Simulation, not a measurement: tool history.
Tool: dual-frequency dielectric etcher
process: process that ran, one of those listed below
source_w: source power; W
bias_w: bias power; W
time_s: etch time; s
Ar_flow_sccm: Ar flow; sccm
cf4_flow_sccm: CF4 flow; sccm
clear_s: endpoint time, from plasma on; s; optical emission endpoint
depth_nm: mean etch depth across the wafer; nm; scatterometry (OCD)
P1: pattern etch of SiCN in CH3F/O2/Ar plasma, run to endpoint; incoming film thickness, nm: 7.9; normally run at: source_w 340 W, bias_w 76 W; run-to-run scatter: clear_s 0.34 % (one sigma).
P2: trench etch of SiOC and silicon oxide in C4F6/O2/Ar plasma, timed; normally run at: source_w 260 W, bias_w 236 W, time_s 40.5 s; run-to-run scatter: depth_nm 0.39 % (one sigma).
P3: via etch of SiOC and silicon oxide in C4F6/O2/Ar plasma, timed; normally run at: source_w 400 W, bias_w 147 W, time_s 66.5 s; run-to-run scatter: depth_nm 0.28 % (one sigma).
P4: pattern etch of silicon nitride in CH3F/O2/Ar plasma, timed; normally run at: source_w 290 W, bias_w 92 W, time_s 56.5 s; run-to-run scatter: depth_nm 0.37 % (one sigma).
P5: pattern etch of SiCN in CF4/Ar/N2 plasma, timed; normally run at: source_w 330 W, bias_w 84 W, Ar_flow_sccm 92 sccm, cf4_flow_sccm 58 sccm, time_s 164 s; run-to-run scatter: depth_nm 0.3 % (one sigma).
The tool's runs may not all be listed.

run	hour	process	source_w	bias_w	time_s	Ar_flow_sccm	cf4_flow_sccm	hours since the last wet clean	hours since the last source power generator calibration	hours since the last bias power generator calibration	clear_s	depth_nm
1	13.1	P1	340	76				125.6	927.3	1120.1	22.449	
2	21	P2	260	236	55.5			133.5	935.2	1128		102.66
3	33.5	P4	240	92	56.5			146	947.7	1140.5		35.209
4	49.5	P1	210	76				162	963.7	1156.5	26.896	
5	61.6	P1	400	76				174.1	975.8	1168.6	21.091	
6	72.5	P5	330	84	164	92	58	185	986.7	1179.5		107.4
7	85.5	P3	400	147	89			198	999.7	1192.5		93.534
8	97.6	P5	330	84	214	92	58	210.1	1011.8	1204.6		140.62
9	114.9	P1	340	76				227.4	1029.1	1221.9	22.301	
10	124.3	P3	400	147	66.5			236.8	1038.5	1231.3		70.003
11	140.2	P1	340	60				252.7	1054.4	1247.2	24.346	
12	152.6	P5	410	84	164	92	58	265.1	1066.8	1259.6		129.71
13	170.3	P1	340	76				282.8	1084.5	1277.3	22.383	
14	179.2	P2	260	236	40.5			291.7	1093.4	1286.2		74.566
15	193.2	P1	340	99				305.7	1107.4	1300.2	20.377	
16	203.9	P4	290	92	56.5			316.4	1118.1	1310.9		37.844
17	220	P3	280	147	66.5			332.5	1134.2	1327		60.705
18	230.6	P2	260	178	40.5			343.1	1144.8	1337.6		68.084
19	240.4	P5	330	84	164	65	58	352.9	1154.6	1347.4		112.87
20	257.3	P1	460	54				369.8	1171.5	1364.3	22.503	
21	272.8	P2	200	236	40.5			385.3	1187	1379.8		67.954
22	282.8	P3	400	120	66.5			395.3	1197	1389.8		65.588
23	294.2	P5	330	84	164	92	39	406.7	1208.4	1401.2		101.46
24	302.9	P4	290	92	42			415.4	1217.1	1409.9		28.075
25	320.5	P1	340	76				433	1234.7	1427.5	22.434	
26	328.4	P1	340	76				440.9	1242.6	1435.4	22.301	
27	344.8	P5	330	61	164	92	58	457.3	1259	1451.8		96.461
28	356.4	P5	330	84	164	92	58	468.9	1270.6	1463.4		107.84
29	371.3	P4	290	72	56.5			483.8	1285.5	1478.3		34.732
30	385.6	P3	400	147	66.5			498.1	1299.8	1492.6		69.638
31	394.9	P1	340	76				507.4	1309.1	1501.9	22.557	
32	408.3	P1	340	76				520.8	1322.5	1515.3	22.2	
33	418.9	P1	340	76				531.4	1333.1	1525.9	22.316	
# hour 434.4: wet clean of the chamber
34	436.4	P1	340	76				2	1350.6	1543.4	22.146	
35	452.3	P1	340	76				17.9	1366.5	1559.3	22.066	
36	467.7	P1	340	76				33.3	1381.9	1574.7	22.17	
37	478.8	P1	340	76				44.4	1393	1585.8	21.979	
38	494.3	P1	340	76				59.9	1408.5	1601.3	21.996	
39	505.7	P1	340	76				71.3	1419.9	1612.7	22.054	

What P1 gives has crept away from where it was. These 2 causes fit the log equally well, each at the size given:
A: source power that arrives over what is set, % = 4.67
B: bias power that arrives over what is set, % = 4.8
The creep began at about hour 394.9.
Why every other cause is out:
chamber walls in a state that raises the etch rate, %: serviced at hour 434.4, which brought nothing back

4 check runs are offered, one wafer each, their results left as question marks. Which one tells the causes apart?
check 1	517.1	P2	260	236	40.5							?
check 2	517.1	P3	400	147	66.5							?
check 3	517.1	P5	330	84	164	92	58					?
check 4	517.1	P4	290	92	56.5							?

What each check would give under each cause:
check	result	if A	if B
check 1	depth_nm	76.085	75.997
check 2	depth_nm	71.125	70.884
check 3	depth_nm	112.01	109.54
check 4	depth_nm	38.627	38.643
How far apart the two closest causes lie, in the result that separates them most: check 1 0.12 %; check 2 0.34 %; check 3 2.23 %; check 4 0.04 %
Only check 3 tells the causes apart: in the others they would give nearly the same result.

Then check 3 was run and gave: depth_nm 109.56 nm. Which cause is it?

It is B: bias power that arrives over what is set, %.
